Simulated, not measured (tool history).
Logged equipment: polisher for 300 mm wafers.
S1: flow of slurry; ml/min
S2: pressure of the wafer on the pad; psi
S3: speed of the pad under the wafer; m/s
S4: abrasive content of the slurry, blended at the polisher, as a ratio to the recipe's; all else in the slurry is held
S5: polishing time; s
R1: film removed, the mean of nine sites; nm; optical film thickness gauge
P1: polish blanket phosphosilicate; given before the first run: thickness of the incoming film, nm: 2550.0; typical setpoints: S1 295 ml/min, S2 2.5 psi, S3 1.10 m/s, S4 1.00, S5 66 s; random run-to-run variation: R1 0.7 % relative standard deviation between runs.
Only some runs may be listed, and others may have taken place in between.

| run | day | S1 | S2 | S3 | S4 | S5 | R1 |
|---|---|---|---|---|---|---|---|
| 1 | 0.196 | 295 | 2.5 | 1.10 | 1.00 | 66 | 388.26 |
| 2 | 0.383 | 295 | 2.5 | 1.10 | 1.00 | 32 | 188.63 |
| 3 | 0.529 | 295 | 1.1 | 1.10 | 1.00 | 66 | 173.40 |
| 4 | 0.629 | 295 | 2.5 | 1.10 | 1.00 | 66 | 393.22 |
|  | 0.754 | slurry nozzle cleaned |
| 5 | 0.754 | 420 | 2.5 | 1.10 | 1.30 | 66 | 447.29 |
| 6 | 0.892 | 295 | 2.5 | 1.10 | 1.35 | 66 | 443.91 |
| 7 | 1.088 | 295 | 2.5 | 1.10 | 1.00 | 66 | 390.58 |
| 8 | 1.267 | 295 | 2.5 | 1.10 | 0.60 | 66 | 298.26 |
| 9 | 1.408 | 175 | 2.5 | 1.10 | 1.00 | 66 | 365.92 |
| 10 | 1.567 | 295 | 2.5 | 1.10 | 1.00 | 66 | 393.39 |
| 11 | 1.712 | 295 | 2.5 | 0.60 | 1.00 | 66 | 240.60 |
| 12 | 1.871 | 295 | 3.6 | 1.10 | 1.00 | 66 | 554.99 |
| 13 | 1.992 | 430 | 2.5 | 1.54 | 1.00 | 66 | 520.92 |
| 14 | 2.171 | 465 | 2.5 | 1.10 | 1.00 | 66 | 403.59 |
| 15 | 2.317 | 295 | 2.5 | 1.52 | 1.00 | 66 | 506.30 |
| 16 | 2.442 | 295 | 2.5 | 1.10 | 1.00 | 66 | 382.89 |
| 17 | 2.604 | 295 | 2.5 | 1.10 | 1.00 | 83 | 488.95 |
| 18 | 2.796 | 295 | 2.5 | 1.10 | 1.00 | 66 | 387.08 |
| 19 | 2.900 | 295 | 2.5 | 1.10 | 1.00 | 66 | 378.19 |
| 20 | 3.025 | 295 | 2.5 | 1.10 | 1.00 | 66 | 370.76 |
| 21 | 3.138 | 295 | 2.5 | 1.10 | 1.00 | 66 | 363.30 |
| 22 | 3.262 | 295 | 2.5 | 1.10 | 1.00 | 66 | 362.87 |
|  | 3.342 | head pressure recalibrated |
| 23 | 3.421 | 295 | 2.5 | 1.10 | 1.00 | 66 | 357.91 |
|  | 3.458 | conditioning disc replaced and pad reconditioned |
|  | 3.462 | slurry nozzle cleaned |
| 24 | 3.533 | 295 | 2.5 | 1.10 | 1.00 | 66 | 356.58 |
| 25 | 3.658 | 295 | 2.5 | 1.10 | 1.00 | 66 | 355.73 |
| 26 | 3.762 | 295 | 2.5 | 1.10 | 1.00 | 66 | 354.54 |

What will run 27 give?
| 27 | 3.867 | 295 | 2.5 | 1.10 | 1.00 | 66 | ? |

R1: 355.08 nm

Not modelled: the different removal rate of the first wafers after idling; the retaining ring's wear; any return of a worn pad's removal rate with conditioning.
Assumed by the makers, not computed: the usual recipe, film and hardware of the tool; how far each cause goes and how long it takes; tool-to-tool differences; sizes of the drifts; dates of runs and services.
